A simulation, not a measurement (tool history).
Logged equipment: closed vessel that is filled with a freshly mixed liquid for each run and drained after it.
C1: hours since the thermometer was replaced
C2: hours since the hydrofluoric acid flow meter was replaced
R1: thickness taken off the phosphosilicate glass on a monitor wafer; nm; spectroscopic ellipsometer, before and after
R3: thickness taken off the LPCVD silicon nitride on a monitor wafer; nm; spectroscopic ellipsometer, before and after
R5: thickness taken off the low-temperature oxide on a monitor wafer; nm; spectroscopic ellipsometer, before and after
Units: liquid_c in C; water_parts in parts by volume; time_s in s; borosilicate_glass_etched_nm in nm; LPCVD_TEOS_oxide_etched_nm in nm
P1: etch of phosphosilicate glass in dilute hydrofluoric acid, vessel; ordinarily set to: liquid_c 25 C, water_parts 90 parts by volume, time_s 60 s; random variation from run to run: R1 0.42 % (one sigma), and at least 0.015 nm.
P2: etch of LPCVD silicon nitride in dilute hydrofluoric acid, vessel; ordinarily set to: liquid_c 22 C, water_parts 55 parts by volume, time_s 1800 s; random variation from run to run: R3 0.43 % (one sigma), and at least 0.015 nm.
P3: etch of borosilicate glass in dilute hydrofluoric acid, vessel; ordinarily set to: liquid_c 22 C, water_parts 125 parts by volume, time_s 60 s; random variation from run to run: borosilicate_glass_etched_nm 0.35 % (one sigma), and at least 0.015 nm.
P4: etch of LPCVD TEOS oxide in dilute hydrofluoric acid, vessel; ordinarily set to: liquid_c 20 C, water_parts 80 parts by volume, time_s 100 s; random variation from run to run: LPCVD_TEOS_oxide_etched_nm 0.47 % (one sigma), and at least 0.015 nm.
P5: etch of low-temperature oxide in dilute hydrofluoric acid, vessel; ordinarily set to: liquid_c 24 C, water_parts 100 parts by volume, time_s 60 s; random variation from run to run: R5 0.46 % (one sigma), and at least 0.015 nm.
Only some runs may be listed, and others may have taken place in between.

Run 1, hour 15.7: process P1, liquid_c 25 C, water_parts 90 parts by volume, time_s 60 s; C1 343.9; C2 1453.6. Result: R1 45.736 nm.
Run 2, hour 32.8: process P1, liquid_c 25 C, water_parts 145 parts by volume, time_s 60 s; C1 361; C2 1470.7. Result: R1 26.537 nm.
Run 3, hour 43.6: process P3, liquid_c 22 C, water_parts 125 parts by volume, time_s 30 s; C1 371.8; C2 1481.5. Result: borosilicate_glass_etched_nm 8.4795 nm.
Run 4, hour 58: process P1, liquid_c 25 C, water_parts 90 parts by volume, time_s 60 s; C1 386.2; C2 1495.9. Result: R1 45.157 nm.
Run 5, hour 66.4: process P3, liquid_c 22 C, water_parts 30 parts by volume, time_s 60 s; C1 394.6; C2 1504.3. Result: borosilicate_glass_etched_nm 79.027 nm.
Run 6, hour 78.4: process P2, liquid_c 22 C, water_parts 85 parts by volume, time_s 1800 s; C1 406.6; C2 1516.3. Result: R3 11.09 nm.
Run 7, hour 87.6: process P1, liquid_c 25 C, water_parts 90 parts by volume, time_s 30 s; C1 415.8; C2 1525.5. Result: R1 22.695 nm.
Run 8, hour 98.5: process P1, liquid_c 32.5 C, water_parts 90 parts by volume, time_s 60 s; C1 426.7; C2 1536.4. Result: R1 60.945 nm.
Run 9, hour 114.5: process P1, liquid_c 25 C, water_parts 90 parts by volume, time_s 60 s; C1 442.7; C2 1552.4. Result: R1 45.485 nm.
Run 10, hour 122.9: process P2, liquid_c 22 C, water_parts 55 parts by volume, time_s 1800 s; C1 451.1; C2 1560.8. Result: R3 16.898 nm.
Run 11, hour 135.2: process P4, liquid_c 20 C, water_parts 40 parts by volume, time_s 100 s; C1 463.4; C2 1573.1. Result: LPCVD_TEOS_oxide_etched_nm 38.008 nm.
Run 12, hour 146.6: process P2, liquid_c 22 C, water_parts 55 parts by volume, time_s 615 s; C1 474.8; C2 1584.5. Result: R3 5.7733 nm.
Run 13, hour 163.2: process P5, liquid_c 24 C, water_parts 100 parts by volume, time_s 60 s; C1 491.4; C2 1601.1. Result: R5 15.099 nm.
Run 14, hour 170.9: process P1, liquid_c 19 C, water_parts 90 parts by volume, time_s 60 s; C1 499.1; C2 1608.8. Result: R1 36.084 nm.
Run 15, hour 178.7: process P3, liquid_c 18 C, water_parts 125 parts by volume, time_s 60 s; C1 506.9; C2 1616.6. Result: borosilicate_glass_etched_nm 14.313 nm.
Run 16, hour 192.4: process P5, liquid_c 24 C, water_parts 100 parts by volume, time_s 30 s; C1 520.6; C2 1630.3. Result: R5 7.643 nm.
Run 17, hour 205.4: process P1, liquid_c 25 C, water_parts 20 parts by volume, time_s 60 s; C1 533.6; C2 1643.3. Result: R1 224.57 nm.
Run 18, hour 215.1: process P5, liquid_c 24 C, water_parts 55 parts by volume, time_s 60 s; C1 543.3; C2 1653. Result: R5 29.271 nm.
Run 19, hour 231.6: process P4, liquid_c 17 C, water_parts 80 parts by volume, time_s 100 s; C1 559.8; C2 1669.5. Result: LPCVD_TEOS_oxide_etched_nm 15.915 nm.
Run 20, hour 246.6: process P3, liquid_c 22 C, water_parts 125 parts by volume, time_s 60 s; C1 574.8; C2 1684.5. Result: borosilicate_glass_etched_nm 16.85 nm.
Run 21, hour 255.7: process P1, liquid_c 20.5 C, water_parts 25 parts by volume, time_s 60 s; C1 583.9; C2 1693.6. Result: R1 147.5 nm.
Run 22, hour 267: process P3, liquid_c 22 C, water_parts 125 parts by volume, time_s 60 s; C1 595.2; C2 1704.9. Result: borosilicate_glass_etched_nm 16.788 nm.
Run 23, hour 283.6: process P1, liquid_c 25 C, water_parts 90 parts by volume, time_s 60 s; C1 611.8; C2 1721.5. Result: R1 45.525 nm.
Run 24, hour 294.6: process P4, liquid_c 20 C, water_parts 80 parts by volume, time_s 100 s; C1 622.8; C2 1732.5. Result: LPCVD_TEOS_oxide_etched_nm 18.307 nm.
Run 25, hour 304.2: process P1, liquid_c 18.5 C, water_parts 90 parts by volume, time_s 115 s; C1 632.4; C2 1742.1. Result: R1 66.893 nm.
Run 26, hour 317: process P2, liquid_c 30 C, water_parts 55 parts by volume, time_s 1800 s; C1 645.2; C2 1754.9. Result: R3 28.673 nm.
Run 27, hour 324.8: process P1, liquid_c 25 C, water_parts 90 parts by volume, time_s 95 s; C1 653; C2 1762.7. Result: R1 72.464 nm.
Run 28, hour 336.7: process P4, liquid_c 20 C, water_parts 80 parts by volume, time_s 30 s; C1 664.9; C2 1774.6. Result: LPCVD_TEOS_oxide_etched_nm 5.4317 nm.
Run 29, hour 346.7: process P1, liquid_c 19.5 C, water_parts 90 parts by volume, time_s 30 s; C1 674.9; C2 1784.6. Result: R1 18.153 nm.
Run 30, hour 359.8: process P5, liquid_c 17.5 C, water_parts 100 parts by volume, time_s 60 s; C1 688; C2 1797.7. Result: R5 11.568 nm.
Run 31, hour 373: process P1, liquid_c 25 C, water_parts 90 parts by volume, time_s 60 s; C1 701.2; C2 1810.9. Result: R1 45.47 nm.
Run 32, hour 386.1: process P1, liquid_c 25 C, water_parts 90 parts by volume, time_s 60 s; C1 714.3; C2 1824. Result: R1 47.287 nm.
Run 33, hour 395.5: process P1, liquid_c 25 C, water_parts 90 parts by volume, time_s 60 s; C1 723.7; C2 1833.4. Result: R1 48.41 nm.
Run 34, hour 408.8: process P1, liquid_c 25 C, water_parts 90 parts by volume, time_s 60 s; C1 737; C2 1846.7. Result: R1 48.609 nm.
Run 35, hour 423.5: process P1, liquid_c 25 C, water_parts 90 parts by volume, time_s 60 s; C1 751.7; C2 1861.4. Result: R1 48.941 nm.
Run 36, hour 436.1: process P1, liquid_c 25 C, water_parts 90 parts by volume, time_s 60 s; C1 764.3; C2 1874. Result: R1 49.073 nm.
Run 37, hour 444.1: process P1, liquid_c 25 C, water_parts 90 parts by volume, time_s 60 s; C1 772.3; C2 1882. Result: R1 49.16 nm.
Run 38, hour 455.7: process P1, liquid_c 25 C, water_parts 90 parts by volume, time_s 60 s; C1 783.9; C2 1893.6. Result: R1 49.45 nm.
Run 39, hour 471.3: process P1, liquid_c 25 C, water_parts 90 parts by volume, time_s 60 s; C1 799.5; C2 1909.2. Result: R1 49.652 nm.
Run 40, hour 482.4: process P1, liquid_c 25 C, water_parts 90 parts by volume, time_s 60 s; C1 810.6; C2 1920.3. Result: R1 49.83 nm.

P1 no longer gives what it gave before; its output has crept away from where it was. The following 2 causes, each at its listed size, fit the log equally well:
A: hydrofluoric acid flow above the setpoint (%) = 8.3
B: liquid hotter than its thermometer reads (K) = 2.27
The gradual shift began around hour 373.

Consider the 4 single-wafer check runs listed below, results given as question marks: which one distinguishes between the causes by giving clearly different results for each?
Run check 1, hour 493.5: process P5, liquid_c 24 C, water_parts 100 parts by volume, time_s 60 s. Result: R5 ?.
Run check 2, hour 493.5: process P2, liquid_c 22 C, water_parts 55 parts by volume, time_s 1800 s. Result: R3 ?.
Run check 3, hour 493.5: process P3, liquid_c 22 C, water_parts 125 parts by volume, time_s 60 s. Result: borosilicate_glass_etched_nm ?.
Run check 4, hour 493.5: process P4, liquid_c 20 C, water_parts 80 parts by volume, time_s 100 s. Result: LPCVD_TEOS_oxide_etched_nm ?.

Predicted outcomes, by check and by cause:
  check                        result    if A    if B
check 1                            R5  16.548  16.546
check 2                            R3  18.251  19.688
check 3  borosilicate_glass_etched_nm  18.428  18.399
check 4    LPCVD_TEOS_oxide_etched_nm  19.891  20.025
Minimum pairwise separation of causes per check, each pair taken at its best-separating result: check 1 0.02 %; check 2 7.58 %; check 3 0.16 %; check 4 0.67 %
Check 2 is the one run that separates the causes; every other check would come out nearly the same whichever cause is at work.

Then check 2 was run and gave: R3 18.305 nm. Which cause is it?

The cause is A: hydrofluoric acid flow above the setpoint (%).
